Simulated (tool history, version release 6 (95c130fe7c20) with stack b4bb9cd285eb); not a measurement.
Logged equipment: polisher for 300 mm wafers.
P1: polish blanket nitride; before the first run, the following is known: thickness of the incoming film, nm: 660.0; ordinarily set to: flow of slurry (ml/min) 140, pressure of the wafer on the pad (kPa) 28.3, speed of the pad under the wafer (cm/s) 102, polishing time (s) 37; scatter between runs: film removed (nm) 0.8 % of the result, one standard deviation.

run  hour  flow of slurry (ml/min)  pressure of the wafer on the pad (kPa)  speed of the pad under the wafer (cm/s)  polishing time (s)  wafers polished on this pad  hours since the slurry nozzle was cleaned  hours since the head pressure was calibrated  film removed (nm)
  1   4.3                      140                                    28.3                                      102                  37                          696                                      144.4                                         405.7             91.638
  2   7.3                      140                                    28.3                                      102                  37                          735                                      147.4                                         408.7             91.929
  3   9.9                       90                                    28.3                                       54                  37                          768                                        150                                         411.3             50.252
  4  13.2                      140                                    28.3                                      102                  37                          809                                      153.3                                         414.6             91.202
  5  16.9                      140                                    28.3                                      162                  37                          856                                        157                                         418.3             129.33
  6  20.9                      215                                    28.3                                      102                  37                          907                                        161                                         422.3             97.148
  7  26.1                       85                                    28.3                                      102                  37                          973                                      166.2                                         427.5             80.822
  8  29.1                      140                                    17.2                                      102                  37                         1011                                      169.2                                         430.5             55.979
  9    32                      140                                    28.3                                      146                  26                         1048                                      172.1                                         433.4             84.682
 10  34.6                      140                                    28.3                                       54                  37                         1081                                      174.7                                           436             54.655
 11  37.3                      140                                    37.2                                      102                  37                         1115                                      177.4                                         438.7              119.7
 12  40.2                      140                                    28.3                                      102                  37                         1152                                      180.3                                         441.6             91.316
 13  44.4                      140                                    28.3                                      102                  17                         1206                                      184.5                                         445.8             41.253
 14  48.2                      205                                    28.3                                      128                  37                         1254                                      188.3                                         449.6             117.23
 15  51.8                      140                                    28.3                                      102                  48                         1300                                      191.9                                         453.2              118.1
 16  57.5                      140                                    28.3                                      102                  37                         1372                                      197.6                                         458.9             90.245
 17  61.2                      140                                    28.3                                      102                  37                         1419                                      201.3                                         462.6             91.711
 18  64.9                      140                                    28.3                                      102                  37                         1466                                        205                                         466.3             90.192
 19  67.9                      140                                    28.3                                      102                  37                         1504                                        208                                         469.3              89.11
 20  71.7                      140                                    28.3                                      102                  37                         1552                                      211.8                                         473.1              86.35
 21  77.5                      140                                    28.3                                      102                  37                         1626                                      217.6                                         478.9             85.076
 22    81                      140                                    28.3                                      102                  37                         1670                                      221.1                                         482.4              83.19
 23  84.5                      140                                    28.3                                      102                  37                         1715                                      224.6                                         485.9             82.113
     87.5  -- worn pad replaced by a new one
 24    88                      140                                    28.3                                      102                  37                            6                                      228.1                                         489.4              81.95
 25  90.8                      140                                    28.3                                      102                  37                           42                                      230.9                                         492.2             82.087
 26  93.7                      140                                    28.3                                      102                  37                           79                                      233.8                                         495.1             81.581
 27  97.1                      140                                    28.3                                      102                  37                          122                                      237.2                                         498.5             80.784
 28   101                      140                                    28.3                                      102                  37                          171                                      241.1                                         502.4             80.688

Something has made what P1 gives creep away from where it was; the 2 causes below, each at its own stated size, fit the log equally well:
A: head's pressure below its setpoint, % = 11.2
B: slurry flow missing at the pad, % = 39.9
The onset of the drift is placed at about hour 64.9.
Each remaining cause and why it is not a fit:
removal rate lost through wear of the pad, %: serviced at hour 87.5, after the change had begun; the process did not return to its earlier output

You are offered 4 check runs, listed below with question marks in place of their results; each one averages 2 wafers. Which run separates the listed causes by giving clearly different results for each?
check 1  104.9                      140                                    28.3                                      134                  37                                                                                                                                        ?
check 2  104.9                      140                                    22.8                                      102                  37                                                                                                                                        ?
check 3  104.9                      140                                    35.2                                      102                  37                                                                                                                                        ?
check 4  104.9                       95                                    28.3                                      102                  37                                                                                                                                        ?

How each check would come out, cause by cause:
  check             result    if A    if B
check 1  film removed (nm)  100.67  100.67
check 2  film removed (nm)  65.136  65.134
check 3  film removed (nm)  100.66  100.66
check 4  film removed (nm)  74.299  70.862
Gap, in per cent, between the two causes that each check separates least, read from the result that separates them most: check 1 0 %; check 2 0 %; check 3 0 %; check 4 4.74 %
Check 4 is the one run that separates the causes; every other check would come out nearly the same whichever cause is at work.

With check 4 done, the readings were: film removed (nm) 70.606. Identify which of the listed causes applies.

The cause is B: slurry flow missing at the pad, %.

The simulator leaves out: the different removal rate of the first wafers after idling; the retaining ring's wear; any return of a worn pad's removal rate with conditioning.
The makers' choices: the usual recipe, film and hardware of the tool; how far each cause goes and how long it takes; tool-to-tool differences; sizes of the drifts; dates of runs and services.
